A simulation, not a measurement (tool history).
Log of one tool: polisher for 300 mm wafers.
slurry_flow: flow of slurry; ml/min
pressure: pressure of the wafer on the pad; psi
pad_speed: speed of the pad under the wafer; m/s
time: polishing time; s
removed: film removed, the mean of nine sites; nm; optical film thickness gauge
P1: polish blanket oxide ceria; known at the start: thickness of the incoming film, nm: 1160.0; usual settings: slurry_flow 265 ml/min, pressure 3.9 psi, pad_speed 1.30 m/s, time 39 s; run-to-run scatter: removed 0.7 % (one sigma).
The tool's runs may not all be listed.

run,hour,slurry_flow,pressure,pad_speed,time,wafers polished on this pad,hours since the slurry nozzle was cleaned,hours since the head pressure was calibrated,removed
1,10.5,265,3.9,1.30,39,427,113.8,257.1,245.67
2,18.8,265,5.0,0.86,39,549,122.1,265.4,208.75
3,27.1,160,6.0,1.30,39,670,130.4,273.7,352.82
4,35.0,265,5.8,1.30,39,786,138.3,281.6,361.96
5,46.8,265,3.9,1.30,39,959,150.1,293.4,247.21
6,60.7,160,3.9,1.30,39,1162,164.0,307.3,229.11
7,77.7,205,3.9,1.30,55,1411,181.0,324.3,333.43
8,93.8,265,3.9,1.30,39,1647,197.1,340.4,244.44
9,110.2,265,2.0,1.30,39,1887,213.5,356.8,126.65
10,126.7,265,3.9,1.30,39,2128,230.0,373.3,246.31
11,140.8,265,3.9,0.68,39,2335,244.1,387.4,128.38
12,155.9,265,3.9,1.86,39,2556,259.2,402.5,352.44
# hour 159.8: head pressure recalibrated
13,165.4,380,3.9,1.30,39,2695,268.7,5.7,250.51
14,175.4,265,3.9,1.30,39,2841,278.7,15.7,245.27
15,185.3,265,3.9,1.30,26,2986,288.6,25.6,164.48
16,202.1,265,3.9,1.30,55,3232,305.4,42.4,346.14
17,214.7,265,3.9,1.30,39,3416,318.0,55.0,243.27
18,230.9,265,3.9,1.30,39,3654,334.2,71.2,243.08
19,243.3,265,3.9,1.30,39,3835,346.6,83.6,241.29
20,253.3,265,3.9,1.30,39,3982,356.6,93.6,241.93
21,270.4,265,3.9,1.30,39,4232,373.7,110.7,236.22
# hour 283.2: worn pad replaced by a new one
22,284.0,265,3.9,1.30,39,11,387.3,124.3,236.88
23,294.7,265,3.9,1.30,39,168,398.0,135.0,235.65
24,306.3,265,3.9,1.30,39,338,409.6,146.6,233.58
25,318.6,265,3.9,1.30,39,518,421.9,158.9,233.39
26,327.2,265,3.9,1.30,39,644,430.5,167.5,234.53
27,339.7,265,3.9,1.30,39,827,443.0,180.0,234.90

What P1 gives has crept away from where it was. These 2 causes fit the log equally well, each at the size given:
A: slurry flow missing at the pad, % = 32.5
B: head's pressure below its setpoint, % = 4.73
The creep began at about hour 214.7.
Why every other cause is out:
removal rate lost through wear of the pad, %: serviced at hour 283.2, which brought nothing back

4 check runs are offered, each on 3 wafers whose results are averaged, their results left as question marks. Which one tells the causes apart?
check 1,352.2,160,3.9,1.30,30,,,,?
check 2,352.2,265,2.1,1.30,52,,,,?
check 3,352.2,265,3.9,1.82,39,,,,?
check 4,352.2,265,2.8,1.30,39,,,,?

What each check would give under each cause:
check,result,if A,if B
check 1,removed,163.83,168.63
check 2,removed,168.08,168.07
check 3,removed,327.76,327.74
check 4,removed,168.08,168.07
How far apart the two closest causes lie, in the result that separates them most: check 1 2.89 %; check 2 0.01 %; check 3 0.01 %; check 4 0.01 %
Check 1 tells the causes apart: in the others they would give nearly the same result.

Then check 1 was run and gave: removed 164.54 nm. Which cause is it?

It is A: slurry flow missing at the pad, %.
